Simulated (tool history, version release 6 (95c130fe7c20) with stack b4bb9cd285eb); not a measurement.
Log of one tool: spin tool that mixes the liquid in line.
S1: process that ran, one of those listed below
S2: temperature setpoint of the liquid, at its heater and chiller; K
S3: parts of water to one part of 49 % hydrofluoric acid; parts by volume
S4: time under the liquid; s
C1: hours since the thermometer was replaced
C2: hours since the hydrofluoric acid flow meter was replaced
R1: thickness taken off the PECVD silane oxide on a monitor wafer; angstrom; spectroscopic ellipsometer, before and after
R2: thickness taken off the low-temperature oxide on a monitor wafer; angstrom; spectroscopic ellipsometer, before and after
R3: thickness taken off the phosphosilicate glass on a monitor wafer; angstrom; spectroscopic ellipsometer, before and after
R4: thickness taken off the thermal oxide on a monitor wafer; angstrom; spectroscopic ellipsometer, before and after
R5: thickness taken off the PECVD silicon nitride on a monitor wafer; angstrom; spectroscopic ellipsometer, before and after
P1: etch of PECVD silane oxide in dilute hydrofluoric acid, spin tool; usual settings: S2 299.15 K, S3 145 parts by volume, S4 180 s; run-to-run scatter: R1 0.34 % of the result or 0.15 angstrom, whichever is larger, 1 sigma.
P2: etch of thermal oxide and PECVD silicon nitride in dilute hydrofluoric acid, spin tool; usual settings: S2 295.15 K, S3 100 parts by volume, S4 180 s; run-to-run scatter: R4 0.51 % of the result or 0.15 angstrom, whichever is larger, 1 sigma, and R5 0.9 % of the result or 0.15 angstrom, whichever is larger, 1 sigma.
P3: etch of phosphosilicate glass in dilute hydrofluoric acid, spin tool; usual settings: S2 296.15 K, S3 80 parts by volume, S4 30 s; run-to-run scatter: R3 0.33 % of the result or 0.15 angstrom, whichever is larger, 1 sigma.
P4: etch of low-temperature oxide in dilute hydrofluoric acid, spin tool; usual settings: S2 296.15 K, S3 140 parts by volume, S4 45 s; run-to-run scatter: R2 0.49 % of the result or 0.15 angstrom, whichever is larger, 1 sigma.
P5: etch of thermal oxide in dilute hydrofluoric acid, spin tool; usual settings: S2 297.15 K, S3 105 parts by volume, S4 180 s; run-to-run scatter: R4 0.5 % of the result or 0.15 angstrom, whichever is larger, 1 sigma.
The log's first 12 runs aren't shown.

Run 13, day 6.821: S1 P1, S2 299.15 K, S3 145 parts by volume, S4 180 s; C1 1433.8; C2 1092.3. Result: R1 266.37 angstrom.
Run 14, day 7.162: S1 P3, S2 304.65 K, S3 80 parts by volume, S4 30 s; C1 1442.0; C2 1100.5. Result: R3 581.10 angstrom.
Run 15, day 7.708: S1 P4, S2 296.15 K, S3 140 parts by volume, S4 45 s; C1 1455.1; C2 1113.6. Result: R2 43.689 angstrom.
Run 16, day 8.396: S1 P1, S2 299.15 K, S3 145 parts by volume, S4 180 s; C1 1471.6; C2 1130.1. Result: R1 266.87 angstrom.
Run 17, day 8.925: S1 P2, S2 295.15 K, S3 35 parts by volume, S4 180 s; C1 1484.3; C2 1142.8. Result: R4 239.600 angstrom, R5 75.3060 angstrom.
Run 18, day 9.325: S1 P1, S2 299.15 K, S3 145 parts by volume, S4 265 s; C1 1493.9; C2 1152.4. Result: R1 395.66 angstrom.
Run 19, day 9.950: S1 P1, S2 306.15 K, S3 145 parts by volume, S4 180 s; C1 1508.9; C2 1167.4. Result: R1 341.67 angstrom.
Run 20, day 10.471: S1 P5, S2 297.15 K, S3 105 parts by volume, S4 180 s; C1 1521.4; C2 1179.9. Result: R4 83.777 angstrom.
Run 21, day 11.142: S1 P5, S2 297.15 K, S3 105 parts by volume, S4 180 s; C1 1537.5; C2 1196.0. Result: R4 83.275 angstrom.
Run 22, day 11.458: S1 P1, S2 299.15 K, S3 145 parts by volume, S4 180 s; C1 1545.1; C2 1203.6. Result: R1 266.12 angstrom.
Run 23, day 12.108: S1 P3, S2 296.15 K, S3 80 parts by volume, S4 30 s; C1 1560.7; C2 1219.2. Result: R3 418.33 angstrom.
Run 24, day 12.571: S1 P4, S2 296.15 K, S3 140 parts by volume, S4 45 s; C1 1571.8; C2 1230.3. Result: R2 43.738 angstrom.
Run 25, day 13.067: S1 P1, S2 291.65 K, S3 145 parts by volume, S4 180 s; C1 1583.7; C2 1242.2. Result: R1 199.87 angstrom.
Run 26, day 13.658: S1 P1, S2 299.15 K, S3 90 parts by volume, S4 280 s; C1 1597.9; C2 1256.4. Result: R1 713.75 angstrom.

Forecast run 27:
Run 27, day 14.188: S1 P3, S2 296.15 K, S3 80 parts by volume, S4 15 s; C1 1610.6; C2 1269.1. Result: R3 ?.

Run 27 gave R3 209.36 angstrom.
